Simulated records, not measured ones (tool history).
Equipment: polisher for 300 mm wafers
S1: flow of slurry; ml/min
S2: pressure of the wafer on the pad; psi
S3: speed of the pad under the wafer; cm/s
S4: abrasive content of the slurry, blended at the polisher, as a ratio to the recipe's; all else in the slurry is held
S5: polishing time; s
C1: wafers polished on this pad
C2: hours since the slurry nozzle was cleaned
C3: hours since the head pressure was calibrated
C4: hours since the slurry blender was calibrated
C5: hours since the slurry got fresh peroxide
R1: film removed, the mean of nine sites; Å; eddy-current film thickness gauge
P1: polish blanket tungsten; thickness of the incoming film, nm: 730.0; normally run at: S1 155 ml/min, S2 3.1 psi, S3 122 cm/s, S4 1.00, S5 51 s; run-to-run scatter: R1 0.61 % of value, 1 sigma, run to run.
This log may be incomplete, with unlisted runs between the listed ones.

run	hour	S1	S2	S3	S4	S5	C1	C2	C3	C4	C5	R1
1	14.2	155	3.1	122	1.00	51	333	551.4	321.3	157.4	159.4	2257.5
2	22.2	155	1.4	122	1.00	51	422	559.4	329.3	165.4	167.4	1027.8
# hour 24.8: worn pad replaced by a new one
# hour 30.7: head pressure recalibrated
3	36.6	155	4.9	122	1.00	51	131	573.8	6.0	179.8	181.8	3604.4
4	46.9	155	3.1	122	0.55	51	246	584.1	16.3	190.1	192.1	1999.9
5	61.5	155	3.1	122	1.00	23	408	598.7	30.9	204.7	206.7	1032.8
6	75.0	155	3.1	122	1.00	51	558	612.2	44.4	218.2	220.2	2293.8
7	83.7	155	4.3	74	1.00	51	655	620.9	53.1	226.9	228.9	1937.8
8	91.7	155	3.1	74	1.00	51	743	628.9	61.1	234.9	236.9	1398.4
9	99.2	235	3.1	122	1.00	51	827	636.4	68.6	242.4	244.4	2415.4
10	109.1	155	3.1	122	1.00	51	937	646.3	78.5	252.3	254.3	2274.5
11	123.3	155	3.1	122	1.00	51	1094	660.5	92.7	266.5	268.5	2276.1
12	133.1	155	3.1	122	1.00	51	1203	670.3	102.5	276.3	278.3	2295.8
13	140.7	155	3.1	122	1.00	76	1287	677.9	110.1	283.9	285.9	3417.6
14	147.9	105	3.1	122	1.00	51	1367	685.1	117.3	291.1	293.1	2115.3
15	162.0	155	3.1	122	1.40	51	1524	699.2	131.4	305.2	307.2	2473.6
# hour 169.7: slurry blender recalibrated
16	171.6	155	3.1	170	1.00	51	1631	708.8	141.0	2.0	316.8	3183.9
17	187.2	155	3.1	122	1.00	51	1804	724.4	156.6	17.6	332.4	2283.7
18	200.5	155	3.1	122	1.00	51	1952	737.7	169.9	30.9	345.7	2296.2
19	214.8	155	3.1	122	1.00	51	2110	752.0	184.2	45.2	360.0	2192.9
20	226.3	155	3.1	122	1.00	51	2238	763.5	195.7	56.7	371.5	2162.0
# hour 234.0: slurry tank refilled with fresh slurry and peroxide
21	241.8	155	3.1	122	1.00	51	2410	779.0	211.2	72.2	7.8	2104.1
# hour 254.8: head pressure recalibrated
22	256.8	155	3.1	122	1.00	51	2577	794.0	2.1	87.2	22.8	2106.8

Forecast run 23:
# hour 265.6: worn pad replaced by a new one
23	271.9	155	3.1	122	1.00	51	70	809.1	17.2	102.3	37.9	?

R1: 2103.6 Å

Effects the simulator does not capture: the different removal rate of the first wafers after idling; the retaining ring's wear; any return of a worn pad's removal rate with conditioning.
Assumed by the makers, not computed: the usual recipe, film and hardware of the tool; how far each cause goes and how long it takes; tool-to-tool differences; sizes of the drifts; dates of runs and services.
